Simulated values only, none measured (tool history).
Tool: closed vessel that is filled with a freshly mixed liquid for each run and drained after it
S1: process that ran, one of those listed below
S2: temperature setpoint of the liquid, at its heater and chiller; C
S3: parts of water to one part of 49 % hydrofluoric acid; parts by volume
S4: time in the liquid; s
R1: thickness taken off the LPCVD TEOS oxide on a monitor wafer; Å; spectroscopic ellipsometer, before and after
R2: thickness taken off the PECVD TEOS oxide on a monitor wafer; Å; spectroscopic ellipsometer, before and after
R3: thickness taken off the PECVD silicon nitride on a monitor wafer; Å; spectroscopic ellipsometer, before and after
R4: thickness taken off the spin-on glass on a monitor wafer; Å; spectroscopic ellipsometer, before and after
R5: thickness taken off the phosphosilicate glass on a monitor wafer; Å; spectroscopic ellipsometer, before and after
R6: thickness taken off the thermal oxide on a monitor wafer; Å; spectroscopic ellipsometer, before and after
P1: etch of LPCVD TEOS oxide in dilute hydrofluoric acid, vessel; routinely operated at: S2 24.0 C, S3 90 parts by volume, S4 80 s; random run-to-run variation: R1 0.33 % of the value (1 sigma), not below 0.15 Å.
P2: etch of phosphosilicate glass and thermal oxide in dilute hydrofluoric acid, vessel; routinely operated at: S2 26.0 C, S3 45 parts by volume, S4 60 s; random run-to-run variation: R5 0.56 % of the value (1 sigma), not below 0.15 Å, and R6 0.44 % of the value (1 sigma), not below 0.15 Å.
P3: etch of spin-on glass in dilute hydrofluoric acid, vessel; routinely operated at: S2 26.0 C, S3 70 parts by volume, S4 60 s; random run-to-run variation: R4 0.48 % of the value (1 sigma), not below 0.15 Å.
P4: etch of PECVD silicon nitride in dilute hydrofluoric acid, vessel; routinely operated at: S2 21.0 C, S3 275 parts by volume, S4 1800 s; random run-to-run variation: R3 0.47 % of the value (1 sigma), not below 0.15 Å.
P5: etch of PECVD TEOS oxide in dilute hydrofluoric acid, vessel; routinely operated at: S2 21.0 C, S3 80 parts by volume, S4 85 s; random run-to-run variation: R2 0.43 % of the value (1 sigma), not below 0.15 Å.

run 1 hour=10.6 | S1=P1 S2=24.0 S3=90 S4=80 | R1=213.140
run 2 hour=19.4 | S1=P5 S2=27.5 S3=80 S4=85 | R2=258.81
run 3 hour=25.6 | S1=P1 S2=24.0 S3=90 S4=80 | R1=213.120
run 4 hour=34.2 | S1=P1 S2=17.5 S3=50 S4=80 | R1=306.340
run 5 hour=42.7 | S1=P4 S2=26.0 S3=275 S4=1800 | R3=325.050
run 6 hour=54.0 | S1=P1 S2=24.0 S3=25 S4=80 | R1=831.130
run 7 hour=61.9 | S1=P1 S2=24.0 S3=155 S4=80 | R1=114.250
run 8 hour=69.4 | S1=P1 S2=24.0 S3=135 S4=30 | R1=50.308
run 9 hour=80.0 | S1=P3 S2=26.0 S3=100 S4=60 | R4=215.10
run 10 hour=88.6 | S1=P2 S2=26.0 S3=45 S4=30 | R5=769.82 R6=34.000
run 11 hour=95.0 | S1=P2 S2=34.0 S3=45 S4=60 | R5=2124.80 R6=93.032
run 12 hour=106.7 | S1=P1 S2=24.0 S3=90 S4=80 | R1=213.720
run 13 hour=118.3 | S1=P5 S2=21.0 S3=80 S4=85 | R2=199.84
run 14 hour=128.7 | S1=P4 S2=21.0 S3=275 S4=1800 | R3=238.030
run 15 hour=136.2 | S1=P4 S2=21.0 S3=275 S4=1800 | R3=237.910
-- hour=142.4 hydrofluoric acid flow meter replaced
run 16 hour=147.5 | S1=P1 S2=31.5 S3=90 S4=80 | R1=282.860
run 17 hour=157.0 | S1=P1 S2=20.5 S3=60 S4=80 | R1=286.300
run 18 hour=168.9 | S1=P4 S2=21.0 S3=505 S4=1800 | R3=131.800
run 19 hour=174.4 | S1=P3 S2=26.0 S3=70 S4=30 | R4=160.88
run 20 hour=186.1 | S1=P2 S2=26.0 S3=45 S4=60 | R5=1531.30 R6=68.439
run 21 hour=196.0 | S1=P3 S2=26.0 S3=70 S4=60 | R4=322.73
run 22 hour=207.4 | S1=P5 S2=21.0 S3=80 S4=150 | R2=351.00
run 23 hour=213.4 | S1=P3 S2=30.0 S3=70 S4=60 | R4=376.43
run 24 hour=224.4 | S1=P1 S2=17.0 S3=90 S4=80 | R1=159.900
run 25 hour=234.5 | S1=P1 S2=24.0 S3=90 S4=150 | R1=399.360
run 26 hour=243.0 | S1=P3 S2=26.0 S3=70 S4=60 | R4=323.62
run 27 hour=248.8 | S1=P5 S2=21.0 S3=115 S4=85 | R2=134.56
run 28 hour=255.0 | S1=P2 S2=26.0 S3=70 S4=60 | R5=954.40 R6=42.458
run 29 hour=262.9 | S1=P4 S2=21.0 S3=275 S4=275 | R3=36.553
run 30 hour=269.9 | S1=P1 S2=24.0 S3=90 S4=40 | R1=106.000
run 31 hour=275.7 | S1=P1 S2=24.0 S3=90 S4=80 | R1=211.290
run 32 hour=283.1 | S1=P1 S2=24.0 S3=90 S4=80 | R1=213.300
run 33 hour=294.1 | S1=P1 S2=24.0 S3=90 S4=80 | R1=219.500
run 34 hour=303.9 | S1=P1 S2=24.0 S3=90 S4=80 | R1=225.510
run 35 hour=309.8 | S1=P1 S2=24.0 S3=90 S4=80 | R1=225.610
run 36 hour=315.5 | S1=P1 S2=24.0 S3=90 S4=80 | R1=224.940
run 37 hour=322.5 | S1=P1 S2=24.0 S3=90 S4=80 | R1=226.550
run 38 hour=328.2 | S1=P1 S2=24.0 S3=90 S4=80 | R1=226.480
run 39 hour=337.1 | S1=P1 S2=24.0 S3=90 S4=80 | R1=225.850

Compared with where it was, what P1 gives has crept away. Each cause listed below fits the log as well as the rest, at the size given for it:
A: liquid hotter than its thermometer reads (K) = 1.61
B: hydrofluoric acid flow above the setpoint (%) = 5.91
The process output started creeping at around hour 283.1.

Each of the 4 check runs below uses one wafer; its results are left as question marks. Which run tells the causes apart?
run check 1 hour=346.0 | S1=P3 S2=26.0 S3=70 S4=60 | R4=?
run check 2 hour=346.0 | S1=P5 S2=21.0 S3=80 S4=85 | R2=?
run check 3 hour=346.0 | S1=P2 S2=26.0 S3=45 S4=60 | R5=? R6=?
run check 4 hour=346.0 | S1=P4 S2=21.0 S3=275 S4=1800 | R3=?

What each check would give under each cause:
check=check_1 result=R4 if_A=341.68 if_B=341.36
check=check_2 result=R2 if_A=213.62 if_B=212.91
check=check_3 result=R5 if_A=1643.90 if_B=1637.00
check=check_3 result=R6 if_A=72.591 if_B=72.289
check=check_4 result=R3 if_A=263.390 if_B=251.710
Separation of the two closest causes in each check, using whichever result separates them best: check 1 0.09 %; check 2 0.33 %; check 3 0.42 %; check 4 4.53 %
The causes can be told apart only by check 4. The other checks would give nearly the same results under each of them.

Then check 4 was run and gave: R3 253.140 Å. Which cause is it?

It is B: hydrofluoric acid flow above the setpoint (%).
